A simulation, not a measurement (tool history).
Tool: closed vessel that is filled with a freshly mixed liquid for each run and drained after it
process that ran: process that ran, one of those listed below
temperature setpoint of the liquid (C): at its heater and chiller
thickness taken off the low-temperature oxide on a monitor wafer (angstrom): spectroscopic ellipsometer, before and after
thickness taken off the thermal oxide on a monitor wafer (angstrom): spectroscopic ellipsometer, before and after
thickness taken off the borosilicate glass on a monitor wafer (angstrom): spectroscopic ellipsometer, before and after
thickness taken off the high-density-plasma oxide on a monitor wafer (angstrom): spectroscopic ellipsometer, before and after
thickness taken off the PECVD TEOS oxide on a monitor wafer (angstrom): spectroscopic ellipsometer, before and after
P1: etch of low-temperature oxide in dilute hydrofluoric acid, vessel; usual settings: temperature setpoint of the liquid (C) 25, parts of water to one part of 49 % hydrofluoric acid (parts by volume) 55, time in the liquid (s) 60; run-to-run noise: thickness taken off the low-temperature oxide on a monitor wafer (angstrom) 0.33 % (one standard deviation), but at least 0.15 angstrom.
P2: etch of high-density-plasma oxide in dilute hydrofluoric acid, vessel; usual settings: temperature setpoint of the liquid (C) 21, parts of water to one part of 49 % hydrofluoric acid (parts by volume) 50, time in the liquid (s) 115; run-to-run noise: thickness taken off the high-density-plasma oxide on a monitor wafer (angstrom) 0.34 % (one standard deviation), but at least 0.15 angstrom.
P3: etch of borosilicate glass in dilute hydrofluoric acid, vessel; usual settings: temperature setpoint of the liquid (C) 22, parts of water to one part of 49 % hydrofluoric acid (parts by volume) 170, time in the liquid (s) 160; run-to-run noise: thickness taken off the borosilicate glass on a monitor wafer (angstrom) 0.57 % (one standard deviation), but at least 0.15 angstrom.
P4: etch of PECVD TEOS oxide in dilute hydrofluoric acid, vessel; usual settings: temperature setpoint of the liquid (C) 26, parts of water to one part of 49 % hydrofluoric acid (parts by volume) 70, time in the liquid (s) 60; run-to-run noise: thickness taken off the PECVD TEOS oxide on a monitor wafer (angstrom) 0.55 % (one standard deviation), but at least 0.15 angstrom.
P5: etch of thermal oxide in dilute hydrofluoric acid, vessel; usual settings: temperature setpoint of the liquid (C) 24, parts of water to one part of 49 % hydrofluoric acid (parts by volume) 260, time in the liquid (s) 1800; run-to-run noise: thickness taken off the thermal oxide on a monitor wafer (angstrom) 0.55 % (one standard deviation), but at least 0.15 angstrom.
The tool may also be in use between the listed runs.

run   hour  process that ran  temperature setpoint of the liquid (C)  parts of water to one part of 49 % hydrofluoric acid (parts by volume)  time in the liquid (s)  thickness taken off the low-temperature oxide on a monitor wafer (angstrom)  thickness taken off the thermal oxide on a monitor wafer (angstrom)  thickness taken off the borosilicate glass on a monitor wafer (angstrom)  thickness taken off the high-density-plasma oxide on a monitor wafer (angstrom)  thickness taken off the PECVD TEOS oxide on a monitor wafer (angstrom)
  1   10.2                P1                                      25                                                                      55                      60                                                                       309.21
  2   18.6                P1                                      25                                                                      25                     115                                                                       1365.9
  3   33.3                P1                                      25                                                                      55                      60                                                                       307.95
  4   40.9                P5                                    31.5                                                                     260                    1800                                                                                                                                            344.81
  5   50.6                P1                                      25                                                                      55                     115                                                                       592.71
  6   65.7                P3                                      18                                                                     170                     160                                                                                                                                                                                                                      224.35
  7     79                P3                                      22                                                                     170                     160                                                                                                                                                                                                                      263.06
  8   93.3                P1                                      25                                                                      90                      30                                                                       90.578
  9  100.5                P2                                      21                                                                      50                      60                                                                                                                                                                                                                                                                                                       75.195
 10  110.2                P1                                    19.5                                                                      55                      60                                                                       246.68
 11  123.4                P4                                    22.5                                                                      70                      60                                                                                                                                                                                                                                                                                                                                                                                165.9
 12  135.8                P5                                      24                                                                     260                    1800                                                                                                                                            267.71
 13  151.3                P2                                      21                                                                      50                     115                                                                                                                                                                                                                                                                                                       144.51
     152.8  -- thermometer replaced
 14  162.7                P2                                      21                                                                      20                     115                                                                                                                                                                                                                                                                                                       373.93
 15  170.2                P1                                      25                                                                      55                      30                                                                       155.99
 16  177.2                P1                                      20                                                                      55                      30                                                                       125.12
 17  186.8                P1                                      25                                                                      20                      60                                                                        893.6
 18  202.9                P1                                      25                                                                      90                      60                                                                       179.96
 19    217                P4                                      26                                                                      70                      60                                                                                                                                                                                                                                                                                                                                                                               187.32
 20  225.4                P3                                      22                                                                     170                     160                                                                                                                                                                                                                      261.83

Run 21 comes next. What will it give?
 21   233                P4                                      26                                                                      40                      60                                                                                                                                                                                                                                                                                                                                                                                    ?

{"run 21": {"thickness taken off the PECVD TEOS oxide on a monitor wafer (angstrom)": 345.94}}
